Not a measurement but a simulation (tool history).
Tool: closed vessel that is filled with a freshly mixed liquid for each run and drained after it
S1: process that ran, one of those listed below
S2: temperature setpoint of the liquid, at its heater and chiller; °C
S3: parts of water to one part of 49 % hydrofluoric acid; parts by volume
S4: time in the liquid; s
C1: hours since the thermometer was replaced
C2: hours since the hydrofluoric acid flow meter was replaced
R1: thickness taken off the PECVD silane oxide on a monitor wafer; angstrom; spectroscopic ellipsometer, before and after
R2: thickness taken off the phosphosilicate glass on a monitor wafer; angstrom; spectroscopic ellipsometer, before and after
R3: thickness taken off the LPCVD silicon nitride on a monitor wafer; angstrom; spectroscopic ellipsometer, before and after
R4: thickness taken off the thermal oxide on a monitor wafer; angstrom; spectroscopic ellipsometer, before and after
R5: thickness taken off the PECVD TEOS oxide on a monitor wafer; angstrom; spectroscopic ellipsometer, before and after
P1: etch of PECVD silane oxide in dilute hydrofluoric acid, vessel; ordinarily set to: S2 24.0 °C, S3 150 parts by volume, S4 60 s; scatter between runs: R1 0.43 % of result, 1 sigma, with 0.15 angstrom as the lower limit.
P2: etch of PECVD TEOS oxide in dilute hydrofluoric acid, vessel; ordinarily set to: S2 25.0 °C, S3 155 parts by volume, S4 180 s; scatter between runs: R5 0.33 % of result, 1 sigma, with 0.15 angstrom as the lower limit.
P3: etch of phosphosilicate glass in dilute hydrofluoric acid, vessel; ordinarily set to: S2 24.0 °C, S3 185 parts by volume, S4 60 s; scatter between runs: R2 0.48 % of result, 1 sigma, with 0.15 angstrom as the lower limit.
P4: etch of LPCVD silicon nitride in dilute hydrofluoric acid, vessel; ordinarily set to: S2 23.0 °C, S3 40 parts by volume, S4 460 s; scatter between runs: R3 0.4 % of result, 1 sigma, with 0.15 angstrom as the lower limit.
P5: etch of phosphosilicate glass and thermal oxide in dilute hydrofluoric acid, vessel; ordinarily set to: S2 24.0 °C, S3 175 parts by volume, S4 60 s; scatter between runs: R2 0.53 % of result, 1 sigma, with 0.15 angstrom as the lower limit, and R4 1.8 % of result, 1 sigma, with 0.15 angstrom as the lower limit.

run,hour,S1,S2,S3,S4,C1,C2,R1,R2,R3,R4,R5
1,7.8,P1,24.0,150,60,607.5,287.2,129.270,,,,
2,19.6,P3,24.0,100,60,619.3,299.0,,464.11,,,
3,31.1,P4,23.0,65,460,630.8,310.5,,,31.103,,
4,39.7,P1,24.0,150,60,639.4,319.1,127.970,,,,
5,48.4,P4,23.0,40,460,648.1,327.8,,,50.505,,
6,59.9,P3,24.0,185,120,659.6,339.3,,458.95,,,
7,68.8,P3,24.0,185,60,668.5,348.2,,228.10,,,
8,74.3,P1,32.5,150,60,674.0,353.7,175.670,,,,
9,82.5,P5,29.5,175,60,682.2,361.9,,286.41,,18.536,
10,92.9,P3,30.5,185,60,692.6,372.3,,288.25,,,
11,101.8,P5,24.0,175,60,701.5,381.2,,234.74,,14.812,
12,110.8,P2,32.0,155,180,710.5,390.2,,,,,196.630
13,119.3,P1,24.0,245,100,719.0,398.7,117.780,,,,
14,126.3,P1,24.0,150,60,726.0,405.7,128.430,,,,
15,136.8,P2,25.0,155,50,736.5,416.2,,,,,42.384
16,143.7,P1,24.0,150,30,743.4,423.1,64.031,,,,
17,151.8,P4,23.0,40,805,751.5,431.2,,,87.844,,
18,162.7,P1,24.0,150,115,762.4,442.1,246.260,,,,
19,169.2,P1,24.0,40,60,768.9,448.6,553.990,,,,
20,180.4,P1,24.0,150,60,780.1,459.8,128.680,,,,
21,191.5,P5,24.0,175,110,791.2,470.9,,424.67,,27.026,
22,199.9,P1,24.0,220,60,799.6,479.3,80.804,,,,
23,210.2,P5,24.0,175,60,809.9,489.6,,232.94,,14.925,
24,215.5,P1,17.0,150,60,815.2,494.9,97.322,,,,
25,226.2,P1,17.0,150,110,825.9,505.6,179.010,,,,
26,233.7,P4,27.0,40,460,833.4,513.1,,,65.833,,
27,241.6,P1,24.0,150,60,841.3,521.0,129.310,,,,
28,247.9,P5,24.0,105,60,847.6,527.3,,418.89,,26.692,
29,258.8,P3,24.0,185,60,858.5,538.2,,228.42,,,
30,268.1,P2,25.0,75,180,867.8,547.5,,,,,345.670
31,273.6,P2,25.0,155,180,873.3,553.0,,,,,152.120
32,280.2,P4,23.0,40,460,879.9,559.6,,,50.393,,
33,287.7,P1,24.0,150,60,887.4,567.1,129.340,,,,
34,297.9,P1,24.0,150,60,897.6,577.3,122.990,,,,
35,303.4,P1,24.0,150,60,903.1,582.8,120.940,,,,
36,312.2,P1,24.0,150,60,911.9,591.6,118.500,,,,
37,322.9,P1,24.0,150,60,922.6,602.3,118.720,,,,
38,333.6,P1,24.0,150,60,933.3,613.0,117.550,,,,
39,338.8,P1,24.0,150,60,938.5,618.2,118.060,,,,

The log shows P1 creeping away from where it was. Any of the 2 causes listed here, at the size stated for it, fits the log just as well as the others:
A: liquid colder than its thermometer reads (K) = 2.31
B: hydrofluoric acid flow below the setpoint (%) = 7.3
Onset of the creep was near hour 287.7.

4 check runs are offered, one wafer each, their results left as question marks. Which one tells the causes apart?
check 1,344.0,P2,30.5,100,180,,,,,,,?
check 2,344.0,P4,23.0,40,785,,,,,?,,
check 3,344.0,P3,27.0,185,105,,,,?,,,
check 4,344.0,P5,24.0,120,60,,,,?,,?,

What every check run would give for each of its results, assuming each possible cause in turn:
check,result,if A,if B
check 1,R5,284.710,284.760
check 2,R3,73.286,79.807
check 3,R2,410.74,407.39
check 4,R2,330.95,332.34
check 4,R4,20.948,21.036
Distance between the nearest two causes, measured in the result of the check that separates them most: check 1 0.02 %; check 2 8.52 %; check 3 0.82 %; check 4 0.42 %
Of the check runs offered, only check 2 discriminates between the causes; the rest would read about the same regardless of which cause applies.

Check 2 was carried out, with these results: R3 73.692 angstrom. Which of the listed causes is responsible?

The correct cause is A, namely: liquid colder than its thermometer reads (K).
